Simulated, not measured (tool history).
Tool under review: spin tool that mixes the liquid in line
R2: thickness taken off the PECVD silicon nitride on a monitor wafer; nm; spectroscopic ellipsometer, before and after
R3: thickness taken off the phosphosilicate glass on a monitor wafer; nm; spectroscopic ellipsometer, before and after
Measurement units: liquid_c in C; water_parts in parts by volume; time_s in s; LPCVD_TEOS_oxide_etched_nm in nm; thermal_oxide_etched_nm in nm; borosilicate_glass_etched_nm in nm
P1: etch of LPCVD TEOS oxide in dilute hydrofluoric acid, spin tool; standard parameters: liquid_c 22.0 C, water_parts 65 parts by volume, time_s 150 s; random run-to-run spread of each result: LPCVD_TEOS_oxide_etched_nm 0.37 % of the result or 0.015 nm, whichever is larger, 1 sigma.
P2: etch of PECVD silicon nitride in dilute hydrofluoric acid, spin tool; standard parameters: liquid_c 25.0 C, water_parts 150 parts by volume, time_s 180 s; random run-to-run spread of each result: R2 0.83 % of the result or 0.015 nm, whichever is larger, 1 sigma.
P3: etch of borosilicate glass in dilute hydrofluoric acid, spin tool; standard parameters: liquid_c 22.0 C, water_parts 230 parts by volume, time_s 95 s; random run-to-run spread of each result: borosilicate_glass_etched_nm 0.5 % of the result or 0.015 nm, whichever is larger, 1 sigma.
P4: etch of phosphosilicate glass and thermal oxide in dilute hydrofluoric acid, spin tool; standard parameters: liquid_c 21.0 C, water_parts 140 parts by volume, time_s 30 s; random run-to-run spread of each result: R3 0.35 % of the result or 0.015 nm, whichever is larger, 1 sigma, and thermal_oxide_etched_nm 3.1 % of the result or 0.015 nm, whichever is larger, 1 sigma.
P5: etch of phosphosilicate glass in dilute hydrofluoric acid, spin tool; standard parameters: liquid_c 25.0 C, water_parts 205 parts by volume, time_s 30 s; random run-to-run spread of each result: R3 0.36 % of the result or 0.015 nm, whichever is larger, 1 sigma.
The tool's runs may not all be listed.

{"run": 1, "hour": 3.0, "process": "P1", "liquid_c": 22.0, "water_parts": 65, "time_s": 150, "LPCVD_TEOS_oxide_etched_nm": 43.457}
{"run": 2, "hour": 9.5, "process": "P1", "liquid_c": 18.0, "water_parts": 35, "time_s": 150, "LPCVD_TEOS_oxide_etched_nm": 70.321}
{"run": 3, "hour": 13.0, "process": "P1", "liquid_c": 22.0, "water_parts": 95, "time_s": 150, "LPCVD_TEOS_oxide_etched_nm": 28.362}
{"run": 4, "hour": 18.1, "process": "P2", "liquid_c": 25.0, "water_parts": 150, "time_s": 180, "R2": 2.7659}
{"run": 5, "hour": 24.0, "process": "P5", "liquid_c": 30.0, "water_parts": 205, "time_s": 30, "R3": 15.553}
{"run": 6, "hour": 28.0, "process": "P2", "liquid_c": 25.0, "water_parts": 150, "time_s": 80, "R2": 1.2493}
{"run": 7, "hour": 32.5, "process": "P1", "liquid_c": 26.5, "water_parts": 65, "time_s": 150, "LPCVD_TEOS_oxide_etched_nm": 51.713}
{"run": 8, "hour": 38.3, "process": "P5", "liquid_c": 25.0, "water_parts": 40, "time_s": 30, "R3": 81.576}
{"run": 9, "hour": 42.6, "process": "P4", "liquid_c": 21.0, "water_parts": 40, "time_s": 30, "R3": 111.17, "thermal_oxide_etched_nm": 3.3783}
{"run": 10, "hour": 47.8, "process": "P2", "liquid_c": 17.0, "water_parts": 150, "time_s": 180, "R2": 1.6574}
{"run": 11, "hour": 53.5, "process": "P4", "liquid_c": 17.0, "water_parts": 140, "time_s": 30, "R3": 24.049, "thermal_oxide_etched_nm": 0.74722}
{"run": 12, "hour": 59.5, "process": "P3", "liquid_c": 22.0, "water_parts": 230, "time_s": 15, "borosilicate_glass_etched_nm": 1.0103}
{"run": 13, "hour": 65.1, "process": "P1", "liquid_c": 22.0, "water_parts": 65, "time_s": 275, "LPCVD_TEOS_oxide_etched_nm": 79.105}
{"run": 14, "hour": 68.3, "process": "P1", "liquid_c": 22.0, "water_parts": 65, "time_s": 150, "LPCVD_TEOS_oxide_etched_nm": 43.153}
{"run": 15, "hour": 75.0, "process": "P1", "liquid_c": 29.5, "water_parts": 65, "time_s": 285, "LPCVD_TEOS_oxide_etched_nm": 109.99}
{"run": 16, "hour": 81.9, "process": "P4", "liquid_c": 21.0, "water_parts": 140, "time_s": 30, "R3": 28.093, "thermal_oxide_etched_nm": 0.84274}
{"run": 17, "hour": 87.0, "process": "P1", "liquid_c": 22.0, "water_parts": 65, "time_s": 80, "LPCVD_TEOS_oxide_etched_nm": 22.945}
{"run": 18, "hour": 93.1, "process": "P3", "liquid_c": 22.0, "water_parts": 230, "time_s": 95, "borosilicate_glass_etched_nm": 6.4707}
{"run": 19, "hour": 97.2, "process": "P1", "liquid_c": 22.0, "water_parts": 20, "time_s": 150, "LPCVD_TEOS_oxide_etched_nm": 148.12}
{"run": 20, "hour": 101.5, "process": "P2", "liquid_c": 25.0, "water_parts": 55, "time_s": 180, "R2": 7.4658}
{"run": 21, "hour": 106.0, "process": "P1", "liquid_c": 22.0, "water_parts": 25, "time_s": 85, "LPCVD_TEOS_oxide_etched_nm": 67.097}
{"run": 22, "hour": 110.9, "process": "P3", "liquid_c": 22.0, "water_parts": 230, "time_s": 95, "borosilicate_glass_etched_nm": 6.5038}
{"run": 23, "hour": 116.7, "process": "P4", "liquid_c": 21.0, "water_parts": 140, "time_s": 60, "R3": 56.557, "thermal_oxide_etched_nm": 1.6943}
{"run": 24, "hour": 122.5, "process": "P2", "liquid_c": 25.0, "water_parts": 150, "time_s": 180, "R2": 2.7725}
{"run": 25, "hour": 127.1, "process": "P5", "liquid_c": 25.0, "water_parts": 205, "time_s": 60, "R3": 26.249}
{"run": 26, "hour": 133.7, "process": "P3", "liquid_c": 22.0, "water_parts": 60, "time_s": 95, "borosilicate_glass_etched_nm": 29.885}
{"run": 27, "hour": 140.4, "process": "P1", "liquid_c": 22.0, "water_parts": 65, "time_s": 150, "LPCVD_TEOS_oxide_etched_nm": 43.149}
{"run": 28, "hour": 147.0, "process": "P5", "liquid_c": 25.0, "water_parts": 205, "time_s": 30, "R3": 13.099}
{"run": 29, "hour": 151.5, "process": "P1", "liquid_c": 17.0, "water_parts": 65, "time_s": 150, "LPCVD_TEOS_oxide_etched_nm": 35.146}
{"run": 30, "hour": 155.1, "process": "P1", "liquid_c": 22.0, "water_parts": 65, "time_s": 150, "LPCVD_TEOS_oxide_etched_nm": 43.187}
{"run": 31, "hour": 161.5, "process": "P5", "liquid_c": 25.0, "water_parts": 205, "time_s": 30, "R3": 13.054}
{"run": 32, "hour": 168.0, "process": "P1", "liquid_c": 22.0, "water_parts": 65, "time_s": 150, "LPCVD_TEOS_oxide_etched_nm": 43.413}
{"run": 33, "hour": 174.8, "process": "P1", "liquid_c": 22.0, "water_parts": 65, "time_s": 150, "LPCVD_TEOS_oxide_etched_nm": 43.118}
{"run": 34, "hour": 180.9, "process": "P1", "liquid_c": 22.0, "water_parts": 65, "time_s": 150, "LPCVD_TEOS_oxide_etched_nm": 43.107}
{"run": 35, "hour": 186.7, "process": "P3", "liquid_c": 18.0, "water_parts": 230, "time_s": 95, "borosilicate_glass_etched_nm": 5.5384}
{"run": 36, "hour": 190.6, "process": "P4", "liquid_c": 21.0, "water_parts": 140, "time_s": 30, "R3": 28.178, "thermal_oxide_etched_nm": 0.84587}
{"run": 37, "hour": 195.5, "process": "P1", "liquid_c": 22.0, "water_parts": 65, "time_s": 150, "LPCVD_TEOS_oxide_etched_nm": 43.075}
{"run": 38, "hour": 201.1, "process": "P1", "liquid_c": 22.0, "water_parts": 65, "time_s": 150, "LPCVD_TEOS_oxide_etched_nm": 44.641}
{"run": 39, "hour": 205.0, "process": "P1", "liquid_c": 22.0, "water_parts": 65, "time_s": 150, "LPCVD_TEOS_oxide_etched_nm": 45.03}
{"run": 40, "hour": 211.5, "process": "P1", "liquid_c": 22.0, "water_parts": 65, "time_s": 150, "LPCVD_TEOS_oxide_etched_nm": 45.495}
{"run": 41, "hour": 215.8, "process": "P1", "liquid_c": 22.0, "water_parts": 65, "time_s": 150, "LPCVD_TEOS_oxide_etched_nm": 45.863}
{"run": 42, "hour": 220.8, "process": "P1", "liquid_c": 22.0, "water_parts": 65, "time_s": 150, "LPCVD_TEOS_oxide_etched_nm": 46.184}
{"run": 43, "hour": 225.4, "process": "P1", "liquid_c": 22.0, "water_parts": 65, "time_s": 150, "LPCVD_TEOS_oxide_etched_nm": 46.096}
{"run": 44, "hour": 228.5, "process": "P1", "liquid_c": 22.0, "water_parts": 65, "time_s": 150, "LPCVD_TEOS_oxide_etched_nm": 46.241}
{"run": 45, "hour": 234.0, "process": "P1", "liquid_c": 22.0, "water_parts": 65, "time_s": 150, "LPCVD_TEOS_oxide_etched_nm": 46.191}
{"run": 46, "hour": 238.0, "process": "P1", "liquid_c": 22.0, "water_parts": 65, "time_s": 150, "LPCVD_TEOS_oxide_etched_nm": 46.239}

The output of P1 has drifted from where it used to be. Each of the 2 causes below, taken at the size shown beside it, accounts for the log equally well:
A: hydrofluoric acid flow above the setpoint (%) = 6.83
B: liquid hotter than its thermometer reads (K) = 1.74
Onset of the creep was near hour 195.5.

Of the 4 check runs below, each run on 2 wafers with the results averaged and each result still a question mark, which one would tell the listed causes apart?
{"run": "check 1", "hour": 242.0, "process": "P3", "liquid_c": 22.0, "water_parts": 80, "time_s": 35, "borosilicate_glass_etched_nm": "?"}
{"run": "check 2", "hour": 242.0, "process": "P2", "liquid_c": 17.0, "water_parts": 85, "time_s": 180, "R2": "?"}
{"run": "check 3", "hour": 242.0, "process": "P5", "liquid_c": 25.0, "water_parts": 55, "time_s": 55, "R3": "?"}
{"run": "check 4", "hour": 242.0, "process": "P4", "liquid_c": 17.0, "water_parts": 140, "time_s": 55, "R3": "?", "thermal_oxide_etched_nm": "?"}

Check results expected under each cause:
check=check_1 result=borosilicate_glass_etched_nm if_A=8.7052 if_B=8.6916
check=check_2 result=R2 if_A=3.0218 if_B=3.1997
check=check_3 result=R3 if_A=114.860 if_B=114.780
check=check_4 result=R3 if_A=47.358 if_B=47.180
check=check_4 result=thermal_oxide_etched_nm if_A=1.44900 if_B=1.44360
Gap, in per cent, between the two causes that each check separates least, read from the result that separates them most: check 1 0.16 %; check 2 5.72 %; check 3 0.06 %; check 4 0.38 %
Of the check runs offered, only check 2 discriminates between the causes; the rest would read about the same regardless of which cause applies.

Then check 2 was run and gave: R2 3.0036 nm. Which cause is it?

The correct cause is A, namely: hydrofluoric acid flow above the setpoint (%).

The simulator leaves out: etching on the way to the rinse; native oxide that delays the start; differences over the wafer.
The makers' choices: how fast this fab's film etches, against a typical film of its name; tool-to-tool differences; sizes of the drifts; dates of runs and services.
